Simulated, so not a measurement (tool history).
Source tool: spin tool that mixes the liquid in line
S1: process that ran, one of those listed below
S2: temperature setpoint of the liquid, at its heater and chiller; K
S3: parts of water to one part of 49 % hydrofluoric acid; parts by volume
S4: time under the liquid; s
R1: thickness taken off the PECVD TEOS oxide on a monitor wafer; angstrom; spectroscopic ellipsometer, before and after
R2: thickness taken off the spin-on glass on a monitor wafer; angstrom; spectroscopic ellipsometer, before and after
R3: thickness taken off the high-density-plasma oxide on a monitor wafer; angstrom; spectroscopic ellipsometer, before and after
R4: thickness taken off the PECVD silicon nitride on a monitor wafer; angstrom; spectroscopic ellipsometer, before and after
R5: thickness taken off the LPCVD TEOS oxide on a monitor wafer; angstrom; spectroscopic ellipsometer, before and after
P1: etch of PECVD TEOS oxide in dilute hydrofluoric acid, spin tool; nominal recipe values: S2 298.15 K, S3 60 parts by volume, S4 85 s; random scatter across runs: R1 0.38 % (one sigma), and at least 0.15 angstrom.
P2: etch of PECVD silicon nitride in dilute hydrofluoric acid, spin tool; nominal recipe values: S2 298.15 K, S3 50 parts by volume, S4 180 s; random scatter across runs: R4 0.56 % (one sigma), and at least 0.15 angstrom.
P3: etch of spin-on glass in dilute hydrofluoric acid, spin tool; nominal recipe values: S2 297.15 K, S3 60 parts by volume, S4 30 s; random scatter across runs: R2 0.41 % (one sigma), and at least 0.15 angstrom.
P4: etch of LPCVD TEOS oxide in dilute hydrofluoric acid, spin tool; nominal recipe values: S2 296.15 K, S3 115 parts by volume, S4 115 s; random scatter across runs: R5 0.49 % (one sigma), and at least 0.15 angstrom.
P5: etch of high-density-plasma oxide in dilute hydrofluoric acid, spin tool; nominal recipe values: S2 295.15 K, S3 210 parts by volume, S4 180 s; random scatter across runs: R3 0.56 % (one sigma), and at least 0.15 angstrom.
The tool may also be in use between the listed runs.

run    day  S1      S2   S3   S4      R1      R2      R3      R4      R5
  1  0.125  P1  298.15   60   85  214.32
  2  0.279  P1  298.15   25   85  535.63
  3  0.442  P3  297.15   60   60          511.02
  4  0.583  P1  298.15   60   85  212.44
  5  0.683  P5  290.15  210  180                   33.76
  6  0.825  P5  295.15  210  180                  40.844
  7  0.983  P1  298.15   60   85  214.53
  8  1.121  P1  298.15   60  150  375.66
  9  1.233  P2  305.15   50  180                          227.47
 10  1.375  P2  298.15   50  290                          230.21
 11  1.525  P5  295.15  210  180                   40.91
 12   1.65  P1  298.15   60   85  213.59
 13  1.812  P1  298.15   60   85  213.61
 14  1.967  P4  296.15  195  115                                  220.42
 15  2.075  P1  298.15   40  120  461.93
 16  2.196  P1  298.15   60   85  213.44
 17  2.367  P3  297.15   60   30          256.67
 18  2.492  P4  296.15  115  115                                   406.9
 19  2.583  P5  295.15  210  295                  67.217
 20  2.704  P3  291.65   60   30           205.4
 21   2.85  P2  298.15   50  180                          143.12
 22  2.938  P1  298.15   60   40  100.62
 23  3.075  P4  296.15  115  115                                   410.1
 24  3.175  P1  298.15  105   85  115.79
 25  3.367  P1  303.15   60   85  260.59
 26  3.521  P2  298.15   30  180                          236.75
 27  3.708  P1  291.15   60  130  245.13
 28  3.842  P1  291.15   60   85  159.39
 29  4.038  P1  298.15   30  140   732.6
 30  4.208  P5  295.15  360  180                  20.944
 31  4.367  P3  297.15   25   30          645.47
 32  4.517  P4  296.15  115   60                                  213.26
 33  4.671  P4  301.15  115  115                                  494.01
 34   4.85  P1  298.15   60   85  213.76
 35  4.983  P1  298.15   60   85  209.46
 36  5.142  P1  298.15   60   85  204.37
 37  5.275  P1  298.15   60   85   200.7
 38  5.383  P1  298.15   60   85  200.72
 39  5.517  P1  298.15   60   85  199.75
 40  5.675  P1  298.15   60   85  199.05
 41    5.8  P1  298.15   60   85  197.64
 42  5.979  P1  298.15   60   85   196.7
 43  6.162  P1  298.15   60   85  195.18
 44  6.342  P1  298.15   60   85  195.08
 45  6.512  P1  298.15   60   85  195.86

Compared with where it was, what P1 gives has crept away. Each cause listed below fits the log as well as the rest, at the size given for it:
A: liquid colder than its thermometer reads (K) = 2.13
B: hydrofluoric acid flow below the setpoint (%) = 7.7
At approximately day 4.85, the process output began to creep.

Which of the 4 check runs listed below separates the causes, so that each cause would produce a clearly different result? Each run uses one wafer, and its results are marked with question marks.
check 1  6.683  P3  297.15   60   30       ?
check 2  6.683  P5  295.15  210  180           ?
check 3  6.683  P4  296.15  115  115                   ?
check 4  6.683  P2  298.15   50  180               ?

Predicted outcomes, by check and by cause:
  check  result    if A    if B
check 1      R2  234.45  234.69
check 2      R3  37.702  37.072
check 3      R5  374.73  372.43
check 4      R4  124.32  132.69
How far apart the two closest causes lie, in the result that separates them most: check 1 0.1 %; check 2 1.68 %; check 3 0.62 %; check 4 6.51 %
Check 4 is the one run that separates the causes; every other check would come out nearly the same whichever cause is at work.

The results of check 4 are: R4 123.42 angstrom. Based on these, which of the listed causes is it?

The cause is A: liquid colder than its thermometer reads (K).
